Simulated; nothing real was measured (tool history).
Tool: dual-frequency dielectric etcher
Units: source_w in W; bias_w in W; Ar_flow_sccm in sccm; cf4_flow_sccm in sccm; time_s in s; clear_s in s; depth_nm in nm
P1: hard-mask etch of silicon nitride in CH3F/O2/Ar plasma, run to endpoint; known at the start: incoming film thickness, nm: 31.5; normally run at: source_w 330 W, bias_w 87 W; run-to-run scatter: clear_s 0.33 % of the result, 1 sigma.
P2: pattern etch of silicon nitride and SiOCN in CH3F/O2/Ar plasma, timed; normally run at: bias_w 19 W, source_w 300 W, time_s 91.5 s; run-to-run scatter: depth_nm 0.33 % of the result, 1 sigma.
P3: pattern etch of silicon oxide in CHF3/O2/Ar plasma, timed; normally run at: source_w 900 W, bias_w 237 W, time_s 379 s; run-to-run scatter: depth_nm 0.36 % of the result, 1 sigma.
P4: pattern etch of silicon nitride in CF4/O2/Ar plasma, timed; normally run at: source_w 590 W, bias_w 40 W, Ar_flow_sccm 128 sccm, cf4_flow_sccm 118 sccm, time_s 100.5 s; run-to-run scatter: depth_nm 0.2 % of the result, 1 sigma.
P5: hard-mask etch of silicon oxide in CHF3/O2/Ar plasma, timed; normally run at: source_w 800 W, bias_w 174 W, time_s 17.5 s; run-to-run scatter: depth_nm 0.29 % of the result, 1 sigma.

{"run": 1, "hour": 3.5, "process": "P1", "source_w": 330, "bias_w": 87, "clear_s": 44.722}
{"run": 2, "hour": 8.9, "process": "P1", "source_w": 330, "bias_w": 87, "clear_s": 44.885}
{"run": 3, "hour": 14.4, "process": "P4", "source_w": 370, "bias_w": 40, "Ar_flow_sccm": 128, "cf4_flow_sccm": 118, "time_s": 100.5, "depth_nm": 133.38}
{"run": 4, "hour": 21.4, "process": "P1", "source_w": 330, "bias_w": 87, "clear_s": 44.722}
{"run": 5, "hour": 26.8, "process": "P3", "source_w": 900, "bias_w": 237, "time_s": 379, "depth_nm": 965.66}
{"run": 6, "hour": 32.0, "process": "P1", "source_w": 330, "bias_w": 113, "clear_s": 40.721}
{"run": 7, "hour": 40.0, "process": "P4", "source_w": 590, "bias_w": 40, "Ar_flow_sccm": 128, "cf4_flow_sccm": 118, "time_s": 100.5, "depth_nm": 200.19}
{"run": 8, "hour": 45.0, "process": "P4", "source_w": 590, "bias_w": 40, "Ar_flow_sccm": 128, "cf4_flow_sccm": 71, "time_s": 100.5, "depth_nm": 184.97}
{"run": 9, "hour": 52.9, "process": "P1", "source_w": 250, "bias_w": 62, "clear_s": 56.21}
{"run": 10, "hour": 56.6, "process": "P4", "source_w": 590, "bias_w": 40, "Ar_flow_sccm": 155, "cf4_flow_sccm": 118, "time_s": 100.5, "depth_nm": 194.56}
{"run": 11, "hour": 61.0, "process": "P5", "source_w": 480, "bias_w": 174, "time_s": 17.5, "depth_nm": 31.074}
{"run": 12, "hour": 67.4, "process": "P1", "source_w": 400, "bias_w": 87, "clear_s": 41.865}
{"run": 13, "hour": 71.6, "process": "P2", "source_w": 300, "bias_w": 19, "time_s": 91.5, "depth_nm": 10.137}
{"run": 14, "hour": 78.9, "process": "P5", "source_w": 800, "bias_w": 217, "time_s": 17.5, "depth_nm": 40.846}
{"run": 15, "hour": 86.1, "process": "P5", "source_w": 800, "bias_w": 174, "time_s": 17.5, "depth_nm": 38.042}
{"run": 16, "hour": 92.1, "process": "P5", "source_w": 800, "bias_w": 174, "time_s": 17.5, "depth_nm": 37.86}
{"run": 17, "hour": 100.0, "process": "P4", "source_w": 590, "bias_w": 48, "Ar_flow_sccm": 128, "cf4_flow_sccm": 118, "time_s": 100.5, "depth_nm": 213.38}
{"run": 18, "hour": 107.2, "process": "P2", "source_w": 300, "bias_w": 23, "time_s": 91.5, "depth_nm": 11.065}
{"run": 19, "hour": 110.8, "process": "P1", "source_w": 330, "bias_w": 87, "clear_s": 44.909}
{"run": 20, "hour": 116.3, "process": "P1", "source_w": 220, "bias_w": 87, "clear_s": 52.025}
{"run": 21, "hour": 121.5, "process": "P3", "source_w": 900, "bias_w": 237, "time_s": 379, "depth_nm": 968.63}
{"run": 22, "hour": 128.3, "process": "P3", "source_w": 900, "bias_w": 237, "time_s": 208.5, "depth_nm": 530}
{"run": 23, "hour": 131.9, "process": "P1", "source_w": 330, "bias_w": 61, "clear_s": 50.454}
{"run": 24, "hour": 138.2, "process": "P2", "source_w": 410, "bias_w": 19, "time_s": 91.5, "depth_nm": 11.313}
{"run": 25, "hour": 145.9, "process": "P4", "source_w": 590, "bias_w": 40, "Ar_flow_sccm": 128, "cf4_flow_sccm": 118, "time_s": 58, "depth_nm": 115.72}
{"run": 26, "hour": 153.3, "process": "P3", "source_w": 730, "bias_w": 237, "time_s": 379, "depth_nm": 893.74}
{"run": 27, "hour": 157.2, "process": "P3", "source_w": 900, "bias_w": 147, "time_s": 379, "depth_nm": 828.35}
{"run": 28, "hour": 165.2, "process": "P2", "source_w": 300, "bias_w": 19, "time_s": 61.5, "depth_nm": 6.8285}
{"run": 29, "hour": 169.9, "process": "P5", "source_w": 800, "bias_w": 174, "time_s": 23, "depth_nm": 49.674}
{"run": 30, "hour": 176.5, "process": "P1", "source_w": 330, "bias_w": 87, "clear_s": 44.985}
{"run": 31, "hour": 184.2, "process": "P1", "source_w": 330, "bias_w": 87, "clear_s": 44.356}
{"run": 32, "hour": 190.9, "process": "P1", "source_w": 330, "bias_w": 87, "clear_s": 44.522}
{"hour": 191.5, "done": "wet clean of the chamber"}
{"run": 33, "hour": 196.2, "process": "P1", "source_w": 330, "bias_w": 87, "clear_s": 44.049}
{"run": 34, "hour": 200.4, "process": "P1", "source_w": 330, "bias_w": 87, "clear_s": 44.176}
{"run": 35, "hour": 204.5, "process": "P1", "source_w": 330, "bias_w": 87, "clear_s": 44.444}
{"run": 36, "hour": 210.5, "process": "P1", "source_w": 330, "bias_w": 87, "clear_s": 44.275}

Forecast run 37:
{"run": 37, "hour": 214.9, "process": "P1", "source_w": 330, "bias_w": 87, "clear_s": "?"}

Run 37 gave clear_s 44.278 s.

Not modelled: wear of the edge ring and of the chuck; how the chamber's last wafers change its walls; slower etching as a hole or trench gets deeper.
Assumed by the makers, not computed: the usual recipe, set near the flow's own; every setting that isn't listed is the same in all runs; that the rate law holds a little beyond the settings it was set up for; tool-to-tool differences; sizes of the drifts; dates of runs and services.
